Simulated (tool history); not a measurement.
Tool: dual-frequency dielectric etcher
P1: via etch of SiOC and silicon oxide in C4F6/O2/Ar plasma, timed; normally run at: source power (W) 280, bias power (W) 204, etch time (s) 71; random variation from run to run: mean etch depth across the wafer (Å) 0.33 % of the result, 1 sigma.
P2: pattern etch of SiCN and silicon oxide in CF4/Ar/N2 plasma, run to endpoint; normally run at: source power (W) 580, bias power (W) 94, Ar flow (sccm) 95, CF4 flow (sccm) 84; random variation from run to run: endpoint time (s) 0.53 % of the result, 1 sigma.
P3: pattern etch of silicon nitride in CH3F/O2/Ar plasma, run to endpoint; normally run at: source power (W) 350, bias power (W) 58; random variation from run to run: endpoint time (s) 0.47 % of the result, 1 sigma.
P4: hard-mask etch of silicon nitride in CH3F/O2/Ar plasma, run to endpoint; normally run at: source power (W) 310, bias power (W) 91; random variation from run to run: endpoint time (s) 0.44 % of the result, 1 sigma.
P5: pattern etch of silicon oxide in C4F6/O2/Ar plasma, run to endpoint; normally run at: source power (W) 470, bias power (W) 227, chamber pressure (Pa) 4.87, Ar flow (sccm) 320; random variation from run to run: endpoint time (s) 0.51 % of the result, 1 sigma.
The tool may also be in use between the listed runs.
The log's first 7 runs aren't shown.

| run | hour | process that ran | source power (W) | bias power (W) | etch time (s) | Ar flow (sccm) | CF4 flow (sccm) | chamber pressure (Pa) | hours since the last wet clean | hours since the last source power generator calibration | hours since the last bias power generator calibration | mean etch depth across the wafer (Å) | endpoint time (s) |
|---|---|---|---|---|---|---|---|---|---|---|---|---|---|
| 8 | 85.6 | P2 | 730 | 94 |  | 95 | 84 |  | 351.2 | 509.9 | 553 |  | 7.624 |
| 9 | 96.5 | P4 | 420 | 91 |  |  |  |  | 362.1 | 520.8 | 563.9 |  | 58.41 |
| 10 | 109.7 | P5 | 470 | 227 |  | 320 |  | 4.87 | 375.3 | 534 | 577.1 |  | 9.6743 |
| 11 | 122.6 | P1 | 390 | 204 | 39 |  |  |  | 388.2 | 546.9 | 590 | 447.36 |  |
| 12 | 134.8 | P3 | 280 | 58 |  |  |  |  | 400.4 | 559.1 | 602.2 |  | 54.264 |
| 13 | 148.9 | P1 | 280 | 125 | 71 |  |  |  | 414.5 | 573.2 | 616.3 | 614.94 |  |
| 14 | 162.3 | P4 | 310 | 91 |  |  |  |  | 427.9 | 586.6 | 629.7 |  | 65.592 |
| 15 | 171.9 | P1 | 280 | 204 | 71 |  |  |  | 437.5 | 596.2 | 639.3 | 723.95 |  |
| 16 | 186.4 | P5 | 310 | 227 |  | 320 |  | 4.87 | 452 | 610.7 | 653.8 |  | 11.354 |
|  | 193.4 | bias power generator calibrated |
| 17 | 201.2 | P3 | 350 | 58 |  |  |  |  | 466.8 | 625.5 | 7.8 |  | 49.72 |
| 18 | 209.4 | P2 | 580 | 119 |  | 95 | 84 |  | 475 | 633.7 | 16 |  | 8.6939 |
| 19 | 218.8 | P5 | 470 | 227 |  | 320 |  | 6.2 | 484.4 | 643.1 | 25.4 |  | 10.047 |
| 20 | 233.1 | P1 | 330 | 204 | 71 |  |  |  | 498.7 | 657.4 | 39.7 | 765.53 |  |
| 21 | 244.1 | P5 | 470 | 227 |  | 256 |  | 4.87 | 509.7 | 668.4 | 50.7 |  | 9.5856 |
| 22 | 253.8 | P1 | 280 | 285 | 71 |  |  |  | 519.4 | 678.1 | 60.4 | 807.6 |  |
| 23 | 268.7 | P2 | 580 | 94 |  | 75 | 84 |  | 534.3 | 693 | 75.3 |  | 9.0729 |
| 24 | 282.6 | P5 | 470 | 227 |  | 320 |  | 4.87 | 548.2 | 706.9 | 89.2 |  | 9.7893 |
| 25 | 297.7 | P3 | 350 | 46 |  |  |  |  | 563.3 | 722 | 104.3 |  | 53.185 |
| 26 | 311.3 | P4 | 310 | 112 |  |  |  |  | 576.9 | 735.6 | 117.9 |  | 61.031 |
| 27 | 319.4 | P2 | 580 | 94 |  | 95 | 57 |  | 585 | 743.7 | 126 |  | 9.9712 |
| 28 | 328.9 | P4 | 310 | 91 |  |  |  |  | 594.5 | 753.2 | 135.5 |  | 65.988 |

The next listed run, before its measurement:
|  | 337.7 | wet clean of the chamber |
| 29 | 340.7 | P1 | 190 | 204 | 90.5 |  |  |  | 3 | 765 | 147.3 | ? |  |

mean etch depth across the wafer (Å): 793.47

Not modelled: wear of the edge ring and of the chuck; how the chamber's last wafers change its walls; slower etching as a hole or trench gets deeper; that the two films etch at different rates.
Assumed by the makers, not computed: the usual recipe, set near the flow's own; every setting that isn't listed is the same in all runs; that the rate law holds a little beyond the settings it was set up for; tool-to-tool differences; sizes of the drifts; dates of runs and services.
